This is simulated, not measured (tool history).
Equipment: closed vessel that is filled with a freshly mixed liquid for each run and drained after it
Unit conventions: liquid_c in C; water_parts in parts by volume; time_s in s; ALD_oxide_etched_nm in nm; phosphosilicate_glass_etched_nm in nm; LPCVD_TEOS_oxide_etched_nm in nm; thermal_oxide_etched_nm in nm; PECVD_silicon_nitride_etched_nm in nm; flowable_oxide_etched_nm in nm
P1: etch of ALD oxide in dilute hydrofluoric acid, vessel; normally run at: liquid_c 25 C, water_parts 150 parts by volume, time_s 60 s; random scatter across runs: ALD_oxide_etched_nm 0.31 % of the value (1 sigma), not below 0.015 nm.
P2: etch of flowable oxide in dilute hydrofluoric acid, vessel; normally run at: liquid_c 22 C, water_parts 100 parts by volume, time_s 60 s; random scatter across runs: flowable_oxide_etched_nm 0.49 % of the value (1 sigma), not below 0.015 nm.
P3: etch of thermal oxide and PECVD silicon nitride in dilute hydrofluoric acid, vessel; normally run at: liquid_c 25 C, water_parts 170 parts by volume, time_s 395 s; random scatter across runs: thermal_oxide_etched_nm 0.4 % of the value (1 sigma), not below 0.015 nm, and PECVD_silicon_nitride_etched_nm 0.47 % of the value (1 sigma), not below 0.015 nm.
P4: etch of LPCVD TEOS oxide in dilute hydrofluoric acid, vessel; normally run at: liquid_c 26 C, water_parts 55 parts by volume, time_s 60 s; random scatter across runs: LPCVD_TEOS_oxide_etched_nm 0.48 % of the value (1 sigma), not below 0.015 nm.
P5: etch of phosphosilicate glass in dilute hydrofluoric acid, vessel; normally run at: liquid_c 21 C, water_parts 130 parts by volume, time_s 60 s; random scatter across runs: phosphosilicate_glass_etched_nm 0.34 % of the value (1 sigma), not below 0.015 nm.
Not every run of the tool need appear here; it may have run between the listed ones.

run,day,process,liquid_c,water_parts,time_s,ALD_oxide_etched_nm,phosphosilicate_glass_etched_nm,LPCVD_TEOS_oxide_etched_nm,thermal_oxide_etched_nm,PECVD_silicon_nitride_etched_nm,flowable_oxide_etched_nm
1,0.508,P1,25,150,60,12.866,,,,,
2,0.796,P1,20,150,30,5.2987,,,,,
3,1.138,P5,21,130,60,,73.067,,,,
4,1.496,P4,26,95,60,,,17.69,,,
5,1.867,P3,20,170,395,,,,9.3388,4.3862,
6,2.167,P1,25,150,60,12.923,,,,,
7,2.392,P4,26,55,60,,,32.405,,,
8,2.704,P1,25,225,60,7.9233,,,,,
9,3.196,P1,31.5,150,60,16.288,,,,,
10,3.708,P1,25,150,120,25.812,,,,,
11,4.1,P3,25,305,395,,,,5.5042,3.4269,
12,4.4,P1,25,150,60,13.002,,,,,
13,4.917,P5,21,70,60,,145.22,,,,
14,5.312,P1,17.5,150,60,9.5972,,,,,
15,5.588,P1,25,40,60,55.46,,,,,
16,5.892,P4,22,55,60,,,27.485,,,
17,6.129,P2,22,160,60,,,,,,14.819
18,6.367,P3,25,170,750,,,,21.507,11.606,
19,6.642,P2,22,100,30,,,,,,12.684
20,7.154,P2,22,100,60,,,,,,25.495
21,7.512,P5,21,130,60,,72.533,,,,
22,7.833,P1,25,150,60,12.873,,,,,
23,8.133,P1,19,215,60,6.6508,,,,,
24,8.396,P1,25,150,30,6.406,,,,,
25,8.896,P4,26,55,35,,,18.88,,,
26,9.35,P5,26.5,130,60,,89.945,,,,
27,9.762,P1,25,150,60,12.853,,,,,
28,10.133,P2,17,100,60,,,,,,20.779
29,10.4,P5,21,130,95,,115.49,,,,
30,10.8,P3,25,170,395,,,,11.332,6.1375,
31,11.054,P1,25,200,100,15.22,,,,,
32,11.417,P1,25,150,60,12.949,,,,,
33,11.883,P1,25,150,60,13.505,,,,,
34,12.154,P1,25,150,60,13.565,,,,,
35,12.558,P1,25,150,60,13.628,,,,,

Predict the results of run 36:
36,12.812,P1,25,150,60,?,,,,,

Logged for run 36: ALD_oxide_etched_nm 13.746 nm.
